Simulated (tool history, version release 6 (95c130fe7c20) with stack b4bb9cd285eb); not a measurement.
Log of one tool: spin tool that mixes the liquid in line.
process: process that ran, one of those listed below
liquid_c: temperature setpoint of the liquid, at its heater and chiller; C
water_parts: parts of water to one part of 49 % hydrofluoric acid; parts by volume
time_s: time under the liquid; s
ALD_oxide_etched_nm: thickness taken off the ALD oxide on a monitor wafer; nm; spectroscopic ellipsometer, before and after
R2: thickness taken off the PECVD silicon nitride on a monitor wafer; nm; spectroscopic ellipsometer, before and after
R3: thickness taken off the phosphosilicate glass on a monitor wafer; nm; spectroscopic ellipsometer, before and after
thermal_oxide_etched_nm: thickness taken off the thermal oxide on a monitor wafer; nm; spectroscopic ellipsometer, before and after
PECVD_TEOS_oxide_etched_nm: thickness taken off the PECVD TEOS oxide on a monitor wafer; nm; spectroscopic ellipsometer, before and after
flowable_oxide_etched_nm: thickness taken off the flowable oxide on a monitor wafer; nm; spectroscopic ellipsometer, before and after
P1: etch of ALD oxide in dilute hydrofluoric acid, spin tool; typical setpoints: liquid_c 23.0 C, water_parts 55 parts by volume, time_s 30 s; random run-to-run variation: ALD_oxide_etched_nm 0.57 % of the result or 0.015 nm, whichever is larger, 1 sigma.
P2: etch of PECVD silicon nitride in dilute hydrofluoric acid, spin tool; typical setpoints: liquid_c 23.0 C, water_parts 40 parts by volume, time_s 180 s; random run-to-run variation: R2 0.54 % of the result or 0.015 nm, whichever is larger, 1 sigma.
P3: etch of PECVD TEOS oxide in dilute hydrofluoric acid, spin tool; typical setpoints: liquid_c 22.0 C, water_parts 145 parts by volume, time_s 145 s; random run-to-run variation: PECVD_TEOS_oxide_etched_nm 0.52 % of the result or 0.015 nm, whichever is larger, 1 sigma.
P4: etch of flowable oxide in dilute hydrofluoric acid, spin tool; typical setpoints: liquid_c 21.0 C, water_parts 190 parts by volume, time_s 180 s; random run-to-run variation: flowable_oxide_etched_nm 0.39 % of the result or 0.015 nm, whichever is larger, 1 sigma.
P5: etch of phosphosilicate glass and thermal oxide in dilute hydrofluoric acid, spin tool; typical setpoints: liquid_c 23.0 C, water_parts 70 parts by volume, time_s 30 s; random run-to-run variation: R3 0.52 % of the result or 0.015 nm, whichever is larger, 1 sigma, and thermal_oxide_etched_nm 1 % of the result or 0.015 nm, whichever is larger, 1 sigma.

{"run": 1, "hour": 3.3, "process": "P1", "liquid_c": 23.0, "water_parts": 55, "time_s": 30, "ALD_oxide_etched_nm": 9.0433}
{"run": 2, "hour": 6.9, "process": "P1", "liquid_c": 18.0, "water_parts": 55, "time_s": 55, "ALD_oxide_etched_nm": 13.421}
{"run": 3, "hour": 11.3, "process": "P2", "liquid_c": 23.0, "water_parts": 40, "time_s": 180, "R2": 14.382}
{"run": 4, "hour": 15.3, "process": "P5", "liquid_c": 23.0, "water_parts": 100, "time_s": 30, "R3": 33.372, "thermal_oxide_etched_nm": 1.3838}
{"run": 5, "hour": 17.9, "process": "P5", "liquid_c": 28.0, "water_parts": 70, "time_s": 30, "R3": 59.864, "thermal_oxide_etched_nm": 2.4899}
{"run": 6, "hour": 23.0, "process": "P1", "liquid_c": 23.0, "water_parts": 55, "time_s": 15, "ALD_oxide_etched_nm": 4.5942}
{"run": 7, "hour": 26.3, "process": "P1", "liquid_c": 23.0, "water_parts": 55, "time_s": 55, "ALD_oxide_etched_nm": 16.745}
{"run": 8, "hour": 31.4, "process": "P1", "liquid_c": 28.0, "water_parts": 55, "time_s": 15, "ALD_oxide_etched_nm": 5.598}
{"run": 9, "hour": 35.9, "process": "P5", "liquid_c": 23.0, "water_parts": 70, "time_s": 30, "R3": 49.259, "thermal_oxide_etched_nm": 2.032}
{"run": 10, "hour": 40.5, "process": "P1", "liquid_c": 17.0, "water_parts": 55, "time_s": 30, "ALD_oxide_etched_nm": 7.0776}
{"run": 11, "hour": 43.9, "process": "P3", "liquid_c": 22.0, "water_parts": 145, "time_s": 45, "PECVD_TEOS_oxide_etched_nm": 5.6534}
{"run": 12, "hour": 47.5, "process": "P4", "liquid_c": 21.0, "water_parts": 190, "time_s": 335, "flowable_oxide_etched_nm": 45.84}
{"run": 13, "hour": 50.1, "process": "P3", "liquid_c": 22.0, "water_parts": 50, "time_s": 145, "PECVD_TEOS_oxide_etched_nm": 58.942}
{"run": 14, "hour": 53.2, "process": "P1", "liquid_c": 23.0, "water_parts": 55, "time_s": 30, "ALD_oxide_etched_nm": 9.1419}
{"run": 15, "hour": 57.3, "process": "P1", "liquid_c": 19.5, "water_parts": 85, "time_s": 30, "ALD_oxide_etched_nm": 4.9615}
{"run": 16, "hour": 59.9, "process": "P1", "liquid_c": 29.5, "water_parts": 55, "time_s": 30, "ALD_oxide_etched_nm": 11.794}
{"run": 17, "hour": 64.8, "process": "P1", "liquid_c": 23.0, "water_parts": 55, "time_s": 30, "ALD_oxide_etched_nm": 9.0996}
{"run": 18, "hour": 68.9, "process": "P5", "liquid_c": 23.0, "water_parts": 70, "time_s": 60, "R3": 98.858, "thermal_oxide_etched_nm": 4.0738}
{"run": 19, "hour": 74.0, "process": "P1", "liquid_c": 23.0, "water_parts": 55, "time_s": 30, "ALD_oxide_etched_nm": 9.105}
{"run": 20, "hour": 78.3, "process": "P1", "liquid_c": 23.0, "water_parts": 105, "time_s": 30, "ALD_oxide_etched_nm": 4.4703}
{"run": 21, "hour": 80.5, "process": "P2", "liquid_c": 17.0, "water_parts": 40, "time_s": 180, "R2": 9.5459}
{"run": 22, "hour": 83.3, "process": "P1", "liquid_c": 23.0, "water_parts": 55, "time_s": 30, "ALD_oxide_etched_nm": 9.211}
{"run": 23, "hour": 88.2, "process": "P2", "liquid_c": 23.0, "water_parts": 40, "time_s": 15, "R2": 1.2295}
{"run": 24, "hour": 92.4, "process": "P1", "liquid_c": 23.0, "water_parts": 20, "time_s": 30, "ALD_oxide_etched_nm": 26.393}
{"run": 25, "hour": 96.8, "process": "P2", "liquid_c": 23.0, "water_parts": 20, "time_s": 180, "R2": 28.091}
{"run": 26, "hour": 101.2, "process": "P3", "liquid_c": 22.0, "water_parts": 145, "time_s": 145, "PECVD_TEOS_oxide_etched_nm": 18.145}
{"run": 27, "hour": 104.5, "process": "P1", "liquid_c": 23.0, "water_parts": 55, "time_s": 30, "ALD_oxide_etched_nm": 9.183}
{"run": 28, "hour": 108.2, "process": "P4", "liquid_c": 21.0, "water_parts": 190, "time_s": 180, "flowable_oxide_etched_nm": 24.524}
{"run": 29, "hour": 111.1, "process": "P4", "liquid_c": 28.5, "water_parts": 190, "time_s": 180, "flowable_oxide_etched_nm": 32.505}
{"run": 30, "hour": 113.4, "process": "P3", "liquid_c": 22.0, "water_parts": 145, "time_s": 145, "PECVD_TEOS_oxide_etched_nm": 18.362}
{"run": 31, "hour": 116.2, "process": "P4", "liquid_c": 21.0, "water_parts": 190, "time_s": 180, "flowable_oxide_etched_nm": 24.475}
{"run": 32, "hour": 119.7, "process": "P1", "liquid_c": 23.0, "water_parts": 55, "time_s": 30, "ALD_oxide_etched_nm": 9.0952}
{"run": 33, "hour": 123.7, "process": "P3", "liquid_c": 29.5, "water_parts": 145, "time_s": 145, "PECVD_TEOS_oxide_etched_nm": 23.944}
{"run": 34, "hour": 126.4, "process": "P5", "liquid_c": 23.0, "water_parts": 70, "time_s": 30, "R3": 49.304, "thermal_oxide_etched_nm": 1.9967}
{"run": 35, "hour": 129.8, "process": "P4", "liquid_c": 21.0, "water_parts": 55, "time_s": 180, "flowable_oxide_etched_nm": 99.081}
{"run": 36, "hour": 133.4, "process": "P1", "liquid_c": 23.0, "water_parts": 55, "time_s": 30, "ALD_oxide_etched_nm": 9.1206}
{"run": 37, "hour": 138.4, "process": "P1", "liquid_c": 23.0, "water_parts": 55, "time_s": 30, "ALD_oxide_etched_nm": 9.3736}
{"run": 38, "hour": 143.3, "process": "P1", "liquid_c": 23.0, "water_parts": 55, "time_s": 30, "ALD_oxide_etched_nm": 9.7636}
{"run": 39, "hour": 147.0, "process": "P1", "liquid_c": 23.0, "water_parts": 55, "time_s": 30, "ALD_oxide_etched_nm": 9.8955}
{"run": 40, "hour": 149.7, "process": "P1", "liquid_c": 23.0, "water_parts": 55, "time_s": 30, "ALD_oxide_etched_nm": 9.772}
{"run": 41, "hour": 154.4, "process": "P1", "liquid_c": 23.0, "water_parts": 55, "time_s": 30, "ALD_oxide_etched_nm": 9.9313}
{"run": 42, "hour": 157.7, "process": "P1", "liquid_c": 23.0, "water_parts": 55, "time_s": 30, "ALD_oxide_etched_nm": 9.8965}
{"run": 43, "hour": 160.4, "process": "P1", "liquid_c": 23.0, "water_parts": 55, "time_s": 30, "ALD_oxide_etched_nm": 9.9445}
{"run": 44, "hour": 164.2, "process": "P1", "liquid_c": 23.0, "water_parts": 55, "time_s": 30, "ALD_oxide_etched_nm": 9.9165}
{"run": 45, "hour": 167.9, "process": "P1", "liquid_c": 23.0, "water_parts": 55, "time_s": 30, "ALD_oxide_etched_nm": 9.873}
{"run": 46, "hour": 171.1, "process": "P1", "liquid_c": 23.0, "water_parts": 55, "time_s": 30, "ALD_oxide_etched_nm": 10.06}

What P1 gives has crept away from where it was. These 2 causes fit the log equally well, each at the size given:
A: hydrofluoric acid flow above the setpoint (%) = 8.3
B: liquid hotter than its thermometer reads (K) = 2.08
The gradual shift began around hour 133.4.

Which of the 4 check runs listed below separates the causes, so that each cause would produce a clearly different result? Each run uses one wafer, and its results are marked with question marks.
{"run": "check 1", "hour": 174.3, "process": "P4", "liquid_c": 21.0, "water_parts": 110, "time_s": 180, "flowable_oxide_etched_nm": "?"}
{"run": "check 2", "hour": 174.3, "process": "P2", "liquid_c": 17.5, "water_parts": 40, "time_s": 60, "R2": "?"}
{"run": "check 3", "hour": 174.3, "process": "P3", "liquid_c": 22.0, "water_parts": 65, "time_s": 65, "PECVD_TEOS_oxide_etched_nm": "?"}
{"run": "check 4", "hour": 174.3, "process": "P5", "liquid_c": 28.0, "water_parts": 70, "time_s": 30, "R3": "?", "thermal_oxide_etched_nm": "?"}

What each check would give under each cause:
check=check_1 result=flowable_oxide_etched_nm if_A=50.727 if_B=50.425
check=check_2 result=R2 if_A=3.5224 if_B=3.7764
check=check_3 result=PECVD_TEOS_oxide_etched_nm if_A=21.8030 if_B=21.7890
check=check_4 result=R3 if_A=65.785 if_B=65.356
check=check_4 result=thermal_oxide_etched_nm if_A=2.7037 if_B=2.6861
Distance between the nearest two causes, measured in the result of the check that separates them most: check 1 0.6 %; check 2 6.96 %; check 3 0.06 %; check 4 0.65 %
Only check 2 tells the causes apart: in the others they would give nearly the same result.

After running check 2, the following was obtained: R2 3.7711 nm. Which cause does this point to?

Of the candidate causes, it is B: liquid hotter than its thermometer reads (K).
